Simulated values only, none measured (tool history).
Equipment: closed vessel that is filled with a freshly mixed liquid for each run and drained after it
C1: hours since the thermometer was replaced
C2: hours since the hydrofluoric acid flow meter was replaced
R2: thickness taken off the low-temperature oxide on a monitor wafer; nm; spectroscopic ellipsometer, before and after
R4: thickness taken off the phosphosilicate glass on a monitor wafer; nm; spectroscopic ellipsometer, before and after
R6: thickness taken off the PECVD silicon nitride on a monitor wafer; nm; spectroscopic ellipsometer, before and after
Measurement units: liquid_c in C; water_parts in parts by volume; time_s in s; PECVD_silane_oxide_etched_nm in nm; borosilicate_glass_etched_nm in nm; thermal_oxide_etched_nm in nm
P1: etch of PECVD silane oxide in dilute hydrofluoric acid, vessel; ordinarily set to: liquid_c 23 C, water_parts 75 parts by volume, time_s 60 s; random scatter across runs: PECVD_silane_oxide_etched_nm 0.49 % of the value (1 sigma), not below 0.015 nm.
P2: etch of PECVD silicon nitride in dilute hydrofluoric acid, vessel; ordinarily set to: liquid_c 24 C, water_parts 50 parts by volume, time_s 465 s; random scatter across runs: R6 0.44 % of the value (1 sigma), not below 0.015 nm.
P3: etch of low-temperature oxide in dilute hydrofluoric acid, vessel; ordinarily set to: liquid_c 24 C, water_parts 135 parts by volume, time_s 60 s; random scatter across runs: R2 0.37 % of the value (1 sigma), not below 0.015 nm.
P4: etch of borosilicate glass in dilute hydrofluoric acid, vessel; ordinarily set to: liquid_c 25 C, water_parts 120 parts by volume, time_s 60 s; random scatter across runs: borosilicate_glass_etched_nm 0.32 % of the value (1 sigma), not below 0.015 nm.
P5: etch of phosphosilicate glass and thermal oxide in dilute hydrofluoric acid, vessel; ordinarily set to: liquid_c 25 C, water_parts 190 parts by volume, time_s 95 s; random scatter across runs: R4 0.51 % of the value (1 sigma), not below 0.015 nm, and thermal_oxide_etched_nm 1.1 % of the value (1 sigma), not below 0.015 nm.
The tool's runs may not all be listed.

run 1 day=0.533 | process=P1 liquid_c=23 water_parts=75 time_s=60 | C1=1125.7 C2=1203 | PECVD_silane_oxide_etched_nm=15.862
run 2 day=1.129 | process=P3 liquid_c=24 water_parts=25 time_s=60 | C1=1140 C2=1217.3 | R2=83.933
run 3 day=1.508 | process=P4 liquid_c=25 water_parts=220 time_s=60 | C1=1149.1 C2=1226.4 | borosilicate_glass_etched_nm=8.8034
run 4 day=2.071 | process=P1 liquid_c=23 water_parts=75 time_s=60 | C1=1162.6 C2=1239.9 | PECVD_silane_oxide_etched_nm=16.02
run 5 day=2.596 | process=P5 liquid_c=25 water_parts=60 time_s=95 | C1=1175.2 C2=1252.5 | R4=194.59 thermal_oxide_etched_nm=8.2869
run 6 day=3.071 | process=P3 liquid_c=19.5 water_parts=135 time_s=60 | C1=1186.6 C2=1263.9 | R2=11.373
run 7 day=3.55 | process=P3 liquid_c=24 water_parts=135 time_s=60 | C1=1198.1 C2=1275.4 | R2=13.539
run 8 day=4.246 | process=P1 liquid_c=17 water_parts=75 time_s=60 | C1=1214.8 C2=1292.1 | PECVD_silane_oxide_etched_nm=12.415
run 9 day=4.633 | process=P4 liquid_c=19.5 water_parts=120 time_s=60 | C1=1224.1 C2=1301.4 | borosilicate_glass_etched_nm=14.502
run 10 day=5.133 | process=P2 liquid_c=24 water_parts=50 time_s=895 | C1=1236.1 C2=1313.4 | R6=68.75
run 11 day=5.754 | process=P1 liquid_c=23 water_parts=75 time_s=110 | C1=1251 C2=1328.3 | PECVD_silane_oxide_etched_nm=29.12
run 12 day=6.088 | process=P5 liquid_c=25 water_parts=190 time_s=30 | C1=1259 C2=1336.3 | R4=16.514 thermal_oxide_etched_nm=0.72803
run 13 day=6.642 | process=P2 liquid_c=24 water_parts=50 time_s=465 | C1=1272.3 C2=1349.6 | R6=35.728
run 14 day=6.962 | process=P1 liquid_c=23 water_parts=75 time_s=60 | C1=1280 C2=1357.3 | PECVD_silane_oxide_etched_nm=16.098
run 15 day=7.633 | process=P1 liquid_c=23 water_parts=75 time_s=60 | C1=1296.1 C2=1373.4 | PECVD_silane_oxide_etched_nm=15.893
run 16 day=8.292 | process=P2 liquid_c=17 water_parts=50 time_s=465 | C1=1311.9 C2=1389.2 | R6=21.979
run 17 day=8.971 | process=P5 liquid_c=25 water_parts=190 time_s=95 | C1=1328.2 C2=1405.5 | R4=52.882 thermal_oxide_etched_nm=2.1778
run 18 day=9.304 | process=P4 liquid_c=25 water_parts=120 time_s=100 | C1=1336.2 C2=1413.5 | borosilicate_glass_etched_nm=30.253
run 19 day=9.812 | process=P3 liquid_c=24 water_parts=135 time_s=30 | C1=1348.4 C2=1425.7 | R2=6.7605
run 20 day=10.379 | process=P1 liquid_c=23 water_parts=75 time_s=60 | C1=1362 C2=1439.3 | PECVD_silane_oxide_etched_nm=15.965
run 21 day=10.896 | process=P1 liquid_c=30 water_parts=50 time_s=60 | C1=1374.4 C2=1451.7 | PECVD_silane_oxide_etched_nm=32.726
run 22 day=11.217 | process=P1 liquid_c=23 water_parts=130 time_s=60 | C1=1382.1 C2=1459.4 | PECVD_silane_oxide_etched_nm=8.5484
run 23 day=11.888 | process=P4 liquid_c=25 water_parts=120 time_s=60 | C1=1398.2 C2=1475.5 | borosilicate_glass_etched_nm=18.022
run 24 day=12.442 | process=P5 liquid_c=17 water_parts=190 time_s=95 | C1=1411.5 C2=1488.8 | R4=38.849 thermal_oxide_etched_nm=1.7083
run 25 day=12.908 | process=P1 liquid_c=23 water_parts=35 time_s=60 | C1=1422.7 C2=1500 | PECVD_silane_oxide_etched_nm=35.709
run 26 day=13.238 | process=P2 liquid_c=24 water_parts=20 time_s=465 | C1=1430.6 C2=1507.9 | R6=85.933
run 27 day=13.658 | process=P1 liquid_c=23 water_parts=75 time_s=30 | C1=1440.7 C2=1518 | PECVD_silane_oxide_etched_nm=7.8637
run 28 day=14.262 | process=P1 liquid_c=26.5 water_parts=75 time_s=60 | C1=1455.2 C2=1532.5 | PECVD_silane_oxide_etched_nm=18.353
run 29 day=14.792 | process=P1 liquid_c=23 water_parts=75 time_s=60 | C1=1467.9 C2=1545.2 | PECVD_silane_oxide_etched_nm=15.809
run 30 day=15.396 | process=P1 liquid_c=23 water_parts=75 time_s=60 | C1=1482.4 C2=1559.7 | PECVD_silane_oxide_etched_nm=15.545
run 31 day=16.05 | process=P1 liquid_c=23 water_parts=75 time_s=60 | C1=1498.1 C2=1575.4 | PECVD_silane_oxide_etched_nm=15.261
run 32 day=16.404 | process=P1 liquid_c=23 water_parts=75 time_s=60 | C1=1506.6 C2=1583.9 | PECVD_silane_oxide_etched_nm=14.997
run 33 day=17.042 | process=P1 liquid_c=23 water_parts=75 time_s=60 | C1=1521.9 C2=1599.2 | PECVD_silane_oxide_etched_nm=14.93
run 34 day=17.642 | process=P1 liquid_c=23 water_parts=75 time_s=60 | C1=1536.3 C2=1613.6 | PECVD_silane_oxide_etched_nm=15.105
run 35 day=18.133 | process=P1 liquid_c=23 water_parts=75 time_s=60 | C1=1548.1 C2=1625.4 | PECVD_silane_oxide_etched_nm=14.866
run 36 day=18.438 | process=P1 liquid_c=23 water_parts=75 time_s=60 | C1=1555.4 C2=1632.7 | PECVD_silane_oxide_etched_nm=14.895
run 37 day=18.796 | process=P1 liquid_c=23 water_parts=75 time_s=60 | C1=1564 C2=1641.3 | PECVD_silane_oxide_etched_nm=14.805
run 38 day=19.325 | process=P1 liquid_c=23 water_parts=75 time_s=60 | C1=1576.7 C2=1654 | PECVD_silane_oxide_etched_nm=14.914
run 39 day=19.933 | process=P1 liquid_c=23 water_parts=75 time_s=60 | C1=1591.3 C2=1668.6 | PECVD_silane_oxide_etched_nm=14.776

Something has made what P1 gives creep away from where it was; the 2 causes below, each at its own stated size, fit the log equally well:
A: liquid colder than its thermometer reads (K) = 1.66
B: hydrofluoric acid flow below the setpoint (%) = 6.01
The gradual shift began around day 14.792.

Which of the 4 check runs listed below separates the causes, so that each cause would produce a clearly different result? Each run uses one wafer, and its results are marked with question marks.
run check 1 day=20.542 | process=P3 liquid_c=24 water_parts=65 time_s=30 | R2=?
run check 2 day=20.542 | process=P5 liquid_c=25 water_parts=120 time_s=95 | R4=? thermal_oxide_etched_nm=?
run check 3 day=20.542 | process=P2 liquid_c=19 water_parts=20 time_s=465 | R6=?
run check 4 day=20.542 | process=P4 liquid_c=20.5 water_parts=120 time_s=60 | borosilicate_glass_etched_nm=?

What every check run would give for each of its results, assuming each possible cause in turn:
check=check_1 result=R2 if_A=14.292 if_B=14.3
check=check_2 result=R4 if_A=84.599 if_B=84.047
check=check_2 result=thermal_oxide_etched_nm if_A=3.6184 if_B=3.5947
check=check_3 result=R6 if_A=54.227 if_B=57.559
check=check_4 result=borosilicate_glass_etched_nm if_A=14.156 if_B=14.116
Distance between the nearest two causes, measured in the result of the check that separates them most: check 1 0.06 %; check 2 0.65 %; check 3 5.96 %; check 4 0.28 %
Check 3 distinguishes between the causes, while the remaining checks would return nearly the same result for all of them.

The results of check 3 are: R6 54.234 nm. Based on these, which of the listed causes is it?

It is A: liquid colder than its thermometer reads (K).
